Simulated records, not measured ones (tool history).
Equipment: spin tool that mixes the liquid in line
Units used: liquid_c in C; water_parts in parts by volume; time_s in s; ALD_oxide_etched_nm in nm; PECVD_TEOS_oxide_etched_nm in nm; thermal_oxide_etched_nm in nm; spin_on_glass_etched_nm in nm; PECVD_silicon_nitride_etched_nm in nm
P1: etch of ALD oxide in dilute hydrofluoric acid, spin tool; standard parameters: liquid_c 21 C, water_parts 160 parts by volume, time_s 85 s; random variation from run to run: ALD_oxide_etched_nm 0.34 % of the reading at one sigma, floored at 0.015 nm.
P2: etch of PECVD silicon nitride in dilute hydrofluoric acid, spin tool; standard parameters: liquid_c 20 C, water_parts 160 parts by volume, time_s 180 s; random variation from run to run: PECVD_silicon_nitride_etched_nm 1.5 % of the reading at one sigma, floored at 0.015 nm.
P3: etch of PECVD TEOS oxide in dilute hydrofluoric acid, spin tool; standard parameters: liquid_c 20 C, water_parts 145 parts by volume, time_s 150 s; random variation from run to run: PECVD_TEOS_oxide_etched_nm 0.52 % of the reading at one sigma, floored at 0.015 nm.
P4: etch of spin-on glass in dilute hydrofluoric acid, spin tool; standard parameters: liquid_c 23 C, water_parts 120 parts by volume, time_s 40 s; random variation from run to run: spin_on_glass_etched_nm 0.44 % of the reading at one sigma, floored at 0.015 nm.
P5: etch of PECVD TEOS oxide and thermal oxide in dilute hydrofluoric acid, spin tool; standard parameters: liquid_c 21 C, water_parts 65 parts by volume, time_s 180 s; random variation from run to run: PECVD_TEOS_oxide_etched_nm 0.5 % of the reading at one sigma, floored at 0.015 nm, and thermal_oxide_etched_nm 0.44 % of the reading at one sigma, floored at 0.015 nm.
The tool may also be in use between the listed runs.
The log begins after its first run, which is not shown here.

| run | hour | process | liquid_c | water_parts | time_s | ALD_oxide_etched_nm | PECVD_TEOS_oxide_etched_nm | thermal_oxide_etched_nm | spin_on_glass_etched_nm | PECVD_silicon_nitride_etched_nm |
|---|---|---|---|---|---|---|---|---|---|---|
| 2 | 15.6 | P5 | 21 | 65 | 180 |  | 34.689 | 12.345 |  |  |
| 3 | 25.3 | P3 | 20 | 255 | 150 |  | 8.0091 |  |  |  |
| 4 | 35 | P4 | 18.5 | 120 | 40 |  |  |  | 11.223 |  |
| 5 | 41.5 | P1 | 17 | 160 | 160 | 14.064 |  |  |  |  |
| 6 | 49.9 | P2 | 20 | 160 | 180 |  |  |  |  | 1.4906 |
| 7 | 58.8 | P1 | 26.5 | 250 | 85 | 6.2601 |  |  |  |  |
| 8 | 68.5 | P1 | 26.5 | 160 | 85 | 10.859 |  |  |  |  |
| 9 | 74 | P4 | 23 | 120 | 70 |  |  |  | 23.562 |  |
| 10 | 81.1 | P2 | 24 | 160 | 180 |  |  |  |  | 1.9838 |
| 11 | 91.5 | P1 | 21 | 65 | 85 | 24.097 |  |  |  |  |
| 12 | 97.8 | P3 | 20 | 145 | 275 |  | 28.888 |  |  |  |
| 13 | 104.9 | P2 | 20 | 160 | 360 |  |  |  |  | 3.003 |
| 14 | 112.2 | P1 | 21 | 160 | 40 | 4.1271 |  |  |  |  |
| 15 | 122.2 | P5 | 21 | 105 | 180 |  | 20.812 | 7.298 |  |  |
| 16 | 129.4 | P1 | 21 | 160 | 130 | 13.386 |  |  |  |  |
| 17 | 138.9 | P1 | 21 | 160 | 85 | 8.7069 |  |  |  |  |
| 18 | 148.6 | P5 | 17 | 65 | 180 |  | 29.562 | 10.576 |  |  |
| 19 | 158.1 | P1 | 21 | 260 | 85 | 4.9068 |  |  |  |  |
| 20 | 165.8 | P4 | 23 | 120 | 40 |  |  |  | 13.497 |  |
| 21 | 177.4 | P4 | 23 | 165 | 40 |  |  |  | 9.311 |  |
| 22 | 184.3 | P3 | 20 | 145 | 150 |  | 15.601 |  |  |  |
| 23 | 195.6 | P4 | 23 | 120 | 40 |  |  |  | 13.528 |  |
| 24 | 205.3 | P5 | 21 | 65 | 350 |  | 67.631 | 24.196 |  |  |
| 25 | 213.9 | P1 | 21 | 160 | 85 | 8.7845 |  |  |  |  |

Run 26, settings as shown, results not yet in. Your forecast:
| 26 | 225.9 | P2 | 20 | 160 | 180 |  |  |  |  | ? |

PECVD_silicon_nitride_etched_nm: 1.477 nm

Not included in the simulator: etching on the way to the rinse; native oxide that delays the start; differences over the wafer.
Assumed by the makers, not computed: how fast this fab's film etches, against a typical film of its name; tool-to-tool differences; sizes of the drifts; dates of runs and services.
